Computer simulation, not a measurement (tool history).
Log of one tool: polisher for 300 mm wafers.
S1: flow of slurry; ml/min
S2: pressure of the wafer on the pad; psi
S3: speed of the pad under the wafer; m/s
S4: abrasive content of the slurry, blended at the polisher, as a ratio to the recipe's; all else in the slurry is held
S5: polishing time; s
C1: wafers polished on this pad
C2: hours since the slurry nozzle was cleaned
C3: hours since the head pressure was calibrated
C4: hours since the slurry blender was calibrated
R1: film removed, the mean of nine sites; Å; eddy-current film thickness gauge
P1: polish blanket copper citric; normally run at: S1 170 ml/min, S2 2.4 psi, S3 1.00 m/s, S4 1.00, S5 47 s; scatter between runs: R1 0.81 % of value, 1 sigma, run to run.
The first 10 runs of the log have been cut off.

| run | hour | S1 | S2 | S3 | S4 | S5 | C1 | C2 | C3 | C4 | R1 |
|---|---|---|---|---|---|---|---|---|---|---|---|
| 11 | 138.5 | 170 | 2.4 | 1.00 | 1.00 | 47 | 2390 | 426.3 | 934.3 | 259.4 | 750.75 |
| 12 | 149.4 | 170 | 2.4 | 1.00 | 1.00 | 47 | 2527 | 437.2 | 945.2 | 270.3 | 763.02 |
| 13 | 166.3 | 170 | 2.4 | 1.00 | 1.00 | 60 | 2739 | 454.1 | 962.1 | 287.2 | 962.75 |
| 14 | 183.5 | 170 | 2.4 | 0.66 | 1.00 | 47 | 2955 | 471.3 | 979.3 | 304.4 | 506.03 |
| 15 | 201.0 | 265 | 2.4 | 1.00 | 1.00 | 47 | 3175 | 488.8 | 996.8 | 321.9 | 805.65 |
| 16 | 208.9 | 170 | 2.4 | 1.00 | 0.50 | 47 | 3274 | 496.7 | 1004.7 | 329.8 | 651.28 |
| 17 | 224.6 | 100 | 2.4 | 1.00 | 1.00 | 47 | 3471 | 512.4 | 1020.4 | 345.5 | 684.28 |
| 18 | 234.8 | 170 | 2.4 | 1.00 | 1.00 | 31 | 3599 | 522.6 | 1030.6 | 355.7 | 498.70 |
| 19 | 249.2 | 170 | 2.4 | 1.00 | 1.00 | 47 | 3780 | 537.0 | 1045.0 | 370.1 | 738.63 |
| 20 | 265.8 | 170 | 2.4 | 1.00 | 1.00 | 47 | 3988 | 553.6 | 1061.6 | 386.7 | 763.28 |
| 21 | 282.9 | 170 | 2.4 | 1.00 | 1.00 | 47 | 4203 | 570.7 | 1078.7 | 403.8 | 722.65 |
| 22 | 300.0 | 170 | 2.4 | 1.00 | 1.00 | 47 | 4418 | 587.8 | 1095.8 | 420.9 | 713.47 |
| 23 | 318.2 | 170 | 2.4 | 1.00 | 1.00 | 47 | 4646 | 606.0 | 1114.0 | 439.1 | 702.66 |
| 24 | 327.6 | 170 | 2.4 | 1.00 | 1.00 | 47 | 4764 | 615.4 | 1123.4 | 448.5 | 714.32 |
| 25 | 335.7 | 170 | 2.4 | 1.00 | 1.00 | 47 | 4866 | 623.5 | 1131.5 | 456.6 | 698.75 |
|  | 351.2 | slurry blender recalibrated |
| 26 | 352.1 | 170 | 2.4 | 1.00 | 1.00 | 47 | 5072 | 639.9 | 1147.9 | 1.0 | 695.96 |

Estimate the outcome of run 27 from the log above:
| 27 | 364.2 | 170 | 2.4 | 1.00 | 1.00 | 47 | 5224 | 652.0 | 1160.0 | 13.1 | ? |

{"run 27": {"R1": 700.25}}

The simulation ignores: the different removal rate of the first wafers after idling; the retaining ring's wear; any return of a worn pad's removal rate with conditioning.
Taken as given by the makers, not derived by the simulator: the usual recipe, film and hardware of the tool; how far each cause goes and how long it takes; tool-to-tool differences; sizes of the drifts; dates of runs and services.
